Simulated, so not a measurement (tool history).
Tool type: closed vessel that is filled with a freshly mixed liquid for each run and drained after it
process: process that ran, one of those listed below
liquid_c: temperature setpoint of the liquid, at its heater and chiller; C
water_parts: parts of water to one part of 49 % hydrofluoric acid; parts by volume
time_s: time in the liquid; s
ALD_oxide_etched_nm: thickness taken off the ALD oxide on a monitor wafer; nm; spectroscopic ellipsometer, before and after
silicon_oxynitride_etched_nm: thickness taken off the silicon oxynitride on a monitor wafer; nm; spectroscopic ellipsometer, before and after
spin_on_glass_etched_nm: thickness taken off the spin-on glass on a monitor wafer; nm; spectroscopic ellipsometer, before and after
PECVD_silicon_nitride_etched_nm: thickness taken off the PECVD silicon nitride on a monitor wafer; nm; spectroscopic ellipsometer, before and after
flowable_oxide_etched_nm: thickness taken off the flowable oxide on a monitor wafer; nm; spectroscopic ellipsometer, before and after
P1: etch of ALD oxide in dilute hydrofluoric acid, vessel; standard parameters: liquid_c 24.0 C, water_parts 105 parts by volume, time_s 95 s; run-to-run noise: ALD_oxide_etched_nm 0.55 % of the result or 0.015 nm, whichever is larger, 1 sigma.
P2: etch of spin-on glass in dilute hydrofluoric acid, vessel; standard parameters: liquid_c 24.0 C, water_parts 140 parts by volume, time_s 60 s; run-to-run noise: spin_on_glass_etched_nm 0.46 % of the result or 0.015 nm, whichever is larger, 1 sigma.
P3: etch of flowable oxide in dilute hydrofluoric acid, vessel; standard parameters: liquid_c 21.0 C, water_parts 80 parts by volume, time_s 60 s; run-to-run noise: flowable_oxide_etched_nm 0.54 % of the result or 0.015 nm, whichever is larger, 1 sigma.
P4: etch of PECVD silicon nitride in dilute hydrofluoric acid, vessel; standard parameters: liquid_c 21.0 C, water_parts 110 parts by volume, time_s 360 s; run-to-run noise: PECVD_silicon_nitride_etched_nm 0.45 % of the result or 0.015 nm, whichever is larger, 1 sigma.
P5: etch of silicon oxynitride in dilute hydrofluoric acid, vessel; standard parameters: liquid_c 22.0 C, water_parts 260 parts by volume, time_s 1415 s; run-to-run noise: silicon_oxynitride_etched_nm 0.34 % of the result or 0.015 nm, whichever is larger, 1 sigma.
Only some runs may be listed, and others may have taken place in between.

run	hour	process	liquid_c	water_parts	time_s	ALD_oxide_etched_nm	silicon_oxynitride_etched_nm	spin_on_glass_etched_nm	PECVD_silicon_nitride_etched_nm	flowable_oxide_etched_nm
1	13.1	P1	24.0	105	95	22.8050				
2	25.2	P5	26.0	260	1415		7.4932			
3	34.0	P2	24.0	140	60			16.289		
4	47.9	P1	17.0	50	95	38.0750				
5	57.7	P5	22.0	85	1415		21.9460			
6	71.3	P5	22.0	260	385		1.7139			
7	83.4	P4	21.0	110	80				1.6092	
8	96.8	P4	21.0	40	360				19.4860	
9	111.4	P1	24.0	105	95	22.5850				
10	121.6	P5	22.0	260	1415		6.3178			
11	131.7	P4	21.0	110	360				7.2164	
12	139.4	P2	29.5	140	60			20.014		
13	149.3	P3	21.0	30	60					74.481
14	162.4	P1	17.0	105	95	17.2090				
15	170.4	P1	24.0	60	95	42.5720				
16	182.4	P1	24.0	105	95	22.7530				
17	190.3	P3	21.0	80	60					26.541
18	198.9	P3	27.0	80	60					33.158
19	210.9	P1	24.0	105	145	34.6720				
20	221.5	P1	24.0	160	95	14.0600				
21	235.2	P1	24.0	105	30	7.2094				
22	247.5	P4	21.0	110	360				7.2353	
23	259.0	P4	25.0	110	360				9.3308	
24	269.5	P5	22.0	260	1415		6.3359			
25	282.8	P1	28.0	105	95	26.8590				
26	294.4	P1	24.0	105	95	22.8270				
27	303.8	P1	24.0	105	95	22.9220				
28	317.7	P2	24.0	30	60			87.381		
29	327.8	P1	19.0	170	95	10.8210				
30	338.2	P2	24.0	140	110			29.774		
31	346.2	P3	21.0	80	60					26.225
32	356.7	P3	21.0	80	115					50.173
33	367.2	P1	24.0	105	95	22.7740				
34	376.1	P1	24.0	105	95	22.1810				
35	383.0	P1	24.0	105	95	21.9730				
36	389.9	P1	24.0	105	95	21.6560				
37	401.5	P1	24.0	105	95	21.5230				
38	409.7	P1	24.0	105	95	21.5620				
39	422.2	P1	24.0	105	95	21.4360				
40	432.7	P1	24.0	105	95	21.4700				
41	439.8	P1	24.0	105	95	21.3630				

What P1 gives has crept off from where it sat before. The 2 causes that follow fit the log equally well, each at the size noted:
A: hydrofluoric acid flow below the setpoint (%) = 5.25
B: liquid colder than its thermometer reads (K) = 1.54
Creep in the process output first set in at about hour 367.2.

Each of the 4 check runs below uses one wafer; its results are left as question marks. Which run tells the causes apart?
check 1	446.9	P2	29.0	140	60			?		
check 2	446.9	P5	25.5	260	845		?			
check 3	446.9	P4	21.0	65	360				?	
check 4	446.9	P3	21.0	80	115					?

Expected result of each check under each candidate cause:
check	result	if A	if B
check 1	spin_on_glass_etched_nm	18.377	18.508
check 2	silicon_oxynitride_etched_nm	4.1107	4.1046
check 3	PECVD_silicon_nitride_etched_nm	11.4220	10.8280
check 4	flowable_oxide_etched_nm	47.366	47.136
Distance between the nearest two causes, measured in the result of the check that separates them most: check 1 0.72 %; check 2 0.15 %; check 3 5.35 %; check 4 0.49 %
Check 3 is the one run that separates the causes; every other check would come out nearly the same whichever cause is at work.

Check 3 was carried out, with these results: PECVD_silicon_nitride_etched_nm 11.4680 nm. Which of the listed causes is responsible?

A is the cause: hydrofluoric acid flow below the setpoint (%).

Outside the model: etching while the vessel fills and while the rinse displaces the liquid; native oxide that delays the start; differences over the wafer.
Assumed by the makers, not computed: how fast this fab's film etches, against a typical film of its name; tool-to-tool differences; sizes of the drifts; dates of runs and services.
